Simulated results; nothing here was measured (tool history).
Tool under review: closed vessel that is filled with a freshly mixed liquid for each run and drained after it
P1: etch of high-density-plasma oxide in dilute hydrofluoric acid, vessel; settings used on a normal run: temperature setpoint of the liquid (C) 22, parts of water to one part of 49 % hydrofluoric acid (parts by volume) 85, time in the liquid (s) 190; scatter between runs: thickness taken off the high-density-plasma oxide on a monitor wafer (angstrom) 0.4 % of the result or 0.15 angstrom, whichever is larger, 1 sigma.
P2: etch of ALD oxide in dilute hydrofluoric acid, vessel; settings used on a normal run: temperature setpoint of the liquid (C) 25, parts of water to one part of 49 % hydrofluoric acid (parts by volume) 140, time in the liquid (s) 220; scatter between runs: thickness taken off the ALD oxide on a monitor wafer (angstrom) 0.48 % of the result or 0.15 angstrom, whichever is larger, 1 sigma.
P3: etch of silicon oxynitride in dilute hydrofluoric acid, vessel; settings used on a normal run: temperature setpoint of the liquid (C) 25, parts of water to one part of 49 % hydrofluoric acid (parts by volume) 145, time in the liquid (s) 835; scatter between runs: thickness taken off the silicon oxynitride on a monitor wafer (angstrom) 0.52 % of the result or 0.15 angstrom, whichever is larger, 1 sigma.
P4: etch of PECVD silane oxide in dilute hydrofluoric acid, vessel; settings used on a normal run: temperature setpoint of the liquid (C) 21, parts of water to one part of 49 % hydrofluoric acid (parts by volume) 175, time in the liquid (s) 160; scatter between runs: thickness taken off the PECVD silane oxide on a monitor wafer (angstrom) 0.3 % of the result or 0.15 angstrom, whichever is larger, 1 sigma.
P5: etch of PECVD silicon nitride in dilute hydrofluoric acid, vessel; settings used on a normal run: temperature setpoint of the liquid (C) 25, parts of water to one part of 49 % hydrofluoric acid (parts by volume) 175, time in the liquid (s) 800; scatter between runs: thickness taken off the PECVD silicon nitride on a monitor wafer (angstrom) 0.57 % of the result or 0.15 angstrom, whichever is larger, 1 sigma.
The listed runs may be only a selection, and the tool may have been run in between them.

run,hour,process that ran,temperature setpoint of the liquid (C),parts of water to one part of 49 % hydrofluoric acid (parts by volume),time in the liquid (s),thickness taken off the high-density-plasma oxide on a monitor wafer (angstrom),thickness taken off the PECVD silicon nitride on a monitor wafer (angstrom),thickness taken off the ALD oxide on a monitor wafer (angstrom),thickness taken off the PECVD silane oxide on a monitor wafer (angstrom),thickness taken off the silicon oxynitride on a monitor wafer (angstrom)
1,3.3,P1,22,85,190,107.66,,,,
2,8.1,P5,25,175,1355,,422.66,,,
3,10.9,P1,22,35,190,276.69,,,,
4,15.3,P1,22,85,190,107.85,,,,
# hour 18.4: hydrofluoric acid flow meter replaced
5,19.1,P1,22,50,45,44.757,,,,
6,23,P1,22,85,60,33.941,,,,
7,26.9,P2,25,140,220,,,152.65,,
8,29,P1,26.5,85,340,230.22,,,,
9,33.5,P1,26,85,65,42.908,,,,
10,36.2,P4,21,265,160,,,,143.45,
11,39.8,P3,25,145,330,,,,,111.48
12,44.2,P3,25,145,835,,,,,281.15
13,47.5,P1,26,85,190,125.79,,,,
14,50.6,P4,21,175,160,,,,237.92,
15,52.7,P5,29.5,175,800,,331.74,,,
16,57.5,P2,25,140,50,,,35.042,,
17,59.8,P3,31.5,145,835,,,,,374.02
18,62.4,P1,22,85,190,107.87,,,,
19,65.8,P1,22,140,190,61.278,,,,
20,69.4,P3,25,40,835,,,,,1118.2
21,73.4,P2,17.5,140,220,,,112.7,,
22,75.8,P2,25,140,220,,,152.92,,
23,78.1,P1,17,85,190,86.823,,,,
24,82.5,P4,21,175,305,,,,454.07,
25,85.8,P4,21,175,160,,,,236.29,
26,89.3,P2,25,85,220,,,267.81,,
27,92.1,P5,25,175,800,,253.03,,,
28,95,P4,17,175,160,,,,203.27,
29,98,P5,25,30,800,,1426.8,,,
30,100.9,P1,22,85,365,205.5,,,,
31,104.1,P1,22,85,190,107.32,,,,
32,106.3,P1,22,85,190,107.22,,,,
33,108.7,P1,22,85,190,106.28,,,,
34,112,P1,22,85,190,103.99,,,,

For run 35, what comes out?
35,115.5,P1,22,85,190,?,,,,

thickness taken off the high-density-plasma oxide on a monitor wafer (angstrom): 102.85

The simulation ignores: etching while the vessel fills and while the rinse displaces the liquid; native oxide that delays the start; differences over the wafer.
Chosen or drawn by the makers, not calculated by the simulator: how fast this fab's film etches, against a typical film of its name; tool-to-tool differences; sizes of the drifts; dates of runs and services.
